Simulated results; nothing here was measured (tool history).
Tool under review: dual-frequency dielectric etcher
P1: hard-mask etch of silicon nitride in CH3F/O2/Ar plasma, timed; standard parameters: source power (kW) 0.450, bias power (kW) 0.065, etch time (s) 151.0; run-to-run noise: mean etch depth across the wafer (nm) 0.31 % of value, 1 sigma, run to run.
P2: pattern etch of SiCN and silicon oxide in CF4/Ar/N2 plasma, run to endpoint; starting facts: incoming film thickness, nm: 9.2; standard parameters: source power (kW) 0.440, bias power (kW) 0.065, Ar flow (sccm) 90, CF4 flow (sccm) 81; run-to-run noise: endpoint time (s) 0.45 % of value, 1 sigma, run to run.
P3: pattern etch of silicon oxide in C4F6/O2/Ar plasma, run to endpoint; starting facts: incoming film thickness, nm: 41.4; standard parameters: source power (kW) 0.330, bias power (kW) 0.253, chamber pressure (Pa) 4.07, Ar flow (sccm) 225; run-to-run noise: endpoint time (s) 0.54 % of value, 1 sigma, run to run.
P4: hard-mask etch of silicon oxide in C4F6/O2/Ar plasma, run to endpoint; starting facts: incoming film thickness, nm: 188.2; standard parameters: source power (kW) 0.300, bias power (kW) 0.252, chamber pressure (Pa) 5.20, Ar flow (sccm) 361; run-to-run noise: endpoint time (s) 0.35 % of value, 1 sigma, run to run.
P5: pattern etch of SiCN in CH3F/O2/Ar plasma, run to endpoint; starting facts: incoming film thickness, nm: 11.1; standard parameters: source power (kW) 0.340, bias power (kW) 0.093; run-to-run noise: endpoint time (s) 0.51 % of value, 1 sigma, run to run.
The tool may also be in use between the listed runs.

run,hour,process that ran,source power (kW),bias power (kW),etch time (s),chamber pressure (Pa),Ar flow (sccm),CF4 flow (sccm),hours since the last wet clean,hours since the last source power generator calibration,hours since the last bias power generator calibration,mean etch depth across the wafer (nm),endpoint time (s)
1,10.4,P1,0.450,0.065,151.0,,,,287.3,1674.4,604.7,105.970,
2,21.6,P1,0.450,0.065,151.0,,,,298.5,1685.6,615.9,105.890,
3,33.1,P3,0.330,0.163,,4.07,225,,310.0,1697.1,627.4,,14.5850
4,39.5,P1,0.450,0.052,151.0,,,,316.4,1703.5,633.8,98.592,
5,48.7,P4,0.300,0.252,,5.20,361,,325.6,1712.7,643.0,,65.1020
6,54.5,P1,0.280,0.065,151.0,,,,331.4,1718.5,648.8,88.473,
7,61.9,P1,0.530,0.065,95.0,,,,338.8,1725.9,656.2,70.634,
8,74.9,P1,0.600,0.039,151.0,,,,351.8,1738.9,669.2,101.270,
9,82.1,P5,0.340,0.093,,,,,359.0,1746.1,676.4,,29.0590
10,90.4,P3,0.330,0.253,,5.00,225,,367.3,1754.4,684.7,,12.9280
11,97.0,P1,0.450,0.065,151.0,,,,373.9,1761.0,691.3,105.790,
12,104.4,P2,0.260,0.065,,,90,81,381.3,1768.4,698.7,,17.1430
13,111.5,P4,0.300,0.252,,5.20,361,,388.4,1775.5,705.8,,64.6350
14,119.9,P1,0.590,0.065,151.0,,,,396.8,1783.9,714.2,117.700,
15,128.7,P5,0.340,0.129,,,,,405.6,1792.7,723.0,,25.6540
16,136.8,P4,0.300,0.304,,5.20,361,,413.7,1800.8,731.1,,60.2130
17,147.0,P4,0.300,0.252,,5.20,272,,423.9,1811.0,741.3,,62.7290
18,155.8,P1,0.450,0.065,106.0,,,,432.7,1819.8,750.1,74.570,
19,169.0,P4,0.300,0.252,,3.87,361,,445.9,1833.0,763.3,,62.6340
20,178.5,P3,0.330,0.253,,4.07,143,,455.4,1842.5,772.8,,12.0840
21,189.5,P1,0.450,0.065,188.5,,,,466.4,1853.5,783.8,133.190,
22,202.8,P2,0.440,0.065,,,90,81,479.7,1866.8,797.1,,10.7500
23,213.1,P1,0.450,0.065,151.0,,,,490.0,1877.1,807.4,106.530,
24,220.2,P1,0.450,0.065,151.0,,,,497.1,1884.2,814.5,106.720,
25,233.2,P2,0.440,0.091,,,90,81,510.1,1897.2,827.5,,9.6023
26,243.2,P3,0.450,0.253,,4.07,225,,520.1,1907.2,837.5,,11.0380
27,252.5,P1,0.450,0.083,151.0,,,,529.4,1916.5,846.8,115.260,
28,264.0,P5,0.240,0.093,,,,,540.9,1928.0,858.3,,32.8440

Expected results for the next run?
29,274.0,P2,0.440,0.065,,,121,81,550.9,1938.0,868.3,,?

endpoint time (s): 11.1840

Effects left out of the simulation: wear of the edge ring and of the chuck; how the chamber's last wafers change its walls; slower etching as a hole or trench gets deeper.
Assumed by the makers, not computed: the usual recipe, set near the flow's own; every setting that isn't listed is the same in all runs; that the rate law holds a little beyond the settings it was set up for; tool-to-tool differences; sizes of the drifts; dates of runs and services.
